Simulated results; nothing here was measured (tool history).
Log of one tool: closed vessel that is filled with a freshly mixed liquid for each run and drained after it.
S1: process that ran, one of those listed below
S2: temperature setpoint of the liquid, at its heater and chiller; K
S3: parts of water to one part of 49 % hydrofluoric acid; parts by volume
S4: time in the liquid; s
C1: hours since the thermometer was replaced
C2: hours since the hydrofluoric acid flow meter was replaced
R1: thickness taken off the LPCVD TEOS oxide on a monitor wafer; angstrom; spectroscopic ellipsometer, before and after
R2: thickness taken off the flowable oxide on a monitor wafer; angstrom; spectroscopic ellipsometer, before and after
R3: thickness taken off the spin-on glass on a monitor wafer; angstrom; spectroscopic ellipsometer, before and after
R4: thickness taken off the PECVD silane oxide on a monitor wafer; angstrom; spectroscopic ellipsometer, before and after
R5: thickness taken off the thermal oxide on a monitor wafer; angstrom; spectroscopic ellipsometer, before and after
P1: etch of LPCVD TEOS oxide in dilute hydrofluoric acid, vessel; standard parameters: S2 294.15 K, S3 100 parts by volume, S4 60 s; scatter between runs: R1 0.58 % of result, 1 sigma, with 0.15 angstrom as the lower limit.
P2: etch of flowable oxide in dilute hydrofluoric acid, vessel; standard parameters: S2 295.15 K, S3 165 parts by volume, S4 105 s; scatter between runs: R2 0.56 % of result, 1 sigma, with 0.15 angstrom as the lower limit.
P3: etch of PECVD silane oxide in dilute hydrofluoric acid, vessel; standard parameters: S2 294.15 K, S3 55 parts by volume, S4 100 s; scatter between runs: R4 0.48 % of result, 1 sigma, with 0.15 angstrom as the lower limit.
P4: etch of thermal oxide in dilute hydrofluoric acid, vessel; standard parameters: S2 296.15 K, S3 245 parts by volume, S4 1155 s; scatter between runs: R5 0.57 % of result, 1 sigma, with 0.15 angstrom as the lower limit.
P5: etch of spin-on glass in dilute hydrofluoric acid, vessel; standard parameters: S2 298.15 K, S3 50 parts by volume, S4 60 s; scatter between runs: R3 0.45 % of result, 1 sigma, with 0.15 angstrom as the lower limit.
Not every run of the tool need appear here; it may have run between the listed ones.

run,hour,S1,S2,S3,S4,C1,C2,R1,R2,R3,R4,R5
1,13.4,P1,294.15,100,60,1862.2,329.4,168.630,,,,
2,25.7,P2,295.15,75,105,1874.5,341.7,,419.540,,,
3,32.9,P5,298.15,50,60,1881.7,348.9,,,439.43,,
4,39.6,P1,294.15,100,60,1888.4,355.6,168.310,,,,
5,53.8,P3,294.15,55,100,1902.6,369.8,,,,286.99,
6,61.0,P3,301.15,55,100,1909.8,377.0,,,,383.16,
7,71.5,P4,296.15,245,335,1920.3,387.5,,,,,50.595
8,80.9,P1,297.15,145,60,1929.7,396.9,123.160,,,,
9,93.3,P3,294.15,55,100,1942.1,409.3,,,,290.05,
10,99.9,P1,299.15,100,60,1948.7,415.9,203.350,,,,
11,108.4,P3,294.15,100,100,1957.2,424.4,,,,149.49,
12,117.5,P1,294.15,145,60,1966.3,433.5,109.630,,,,
13,128.2,P1,294.15,100,60,1977.0,444.2,167.740,,,,
14,135.2,P1,294.15,100,60,1984.0,451.2,166.020,,,,
15,142.5,P4,296.15,245,1155,1991.3,458.5,,,,,178.230
16,152.5,P5,298.15,90,60,2001.3,468.5,,,229.90,,
17,161.7,P2,290.15,165,105,2010.5,477.7,,144.220,,,
18,168.5,P5,298.15,50,60,2017.3,484.5,,,439.63,,
19,175.6,P1,294.15,100,60,2024.4,491.6,166.890,,,,
20,183.0,P1,290.15,55,60,2031.8,499.0,268.680,,,,
21,195.2,P1,294.15,140,95,2044.0,511.2,180.380,,,,
22,202.8,P4,296.15,245,1155,2051.6,518.8,,,,,179.200
23,214.5,P1,294.15,100,60,2063.3,530.5,166.790,,,,
24,224.5,P2,295.15,165,50,2073.3,540.5,,82.955,,,
25,235.5,P5,298.15,50,105,2084.3,551.5,,,771.41,,
26,244.7,P3,294.15,55,165,2093.5,560.7,,,,476.28,
27,254.9,P1,294.15,60,60,2103.7,570.9,293.480,,,,
28,268.2,P5,302.15,50,60,2117.0,584.2,,,508.69,,
29,278.8,P4,303.15,245,1155,2127.6,594.8,,,,,227.300
30,285.7,P1,294.15,100,105,2134.5,601.7,292.380,,,,
# hour 286.6: hydrofluoric acid flow meter replaced
31,292.5,P1,294.15,100,30,2141.3,5.9,84.138,,,,
32,301.9,P1,290.15,100,60,2150.7,15.3,141.890,,,,
33,316.1,P4,296.15,435,1155,2164.9,29.5,,,,,82.484
34,323.4,P2,295.15,165,105,2172.2,36.8,,173.560,,,
35,333.3,P1,294.15,100,60,2182.1,46.7,167.960,,,,
36,347.3,P1,294.15,100,60,2196.1,60.7,174.120,,,,
37,353.6,P1,294.15,100,60,2202.4,67.0,174.740,,,,
38,364.5,P1,294.15,100,60,2213.3,77.9,179.640,,,,
39,375.8,P1,294.15,100,60,2224.6,89.2,180.620,,,,
40,383.4,P1,294.15,100,60,2232.2,96.8,181.380,,,,

Run 41, settings as shown, results not yet in. Your forecast:
41,393.0,P1,294.15,100,60,2241.8,106.4,?,,,,

R1: 180.410 angstrom
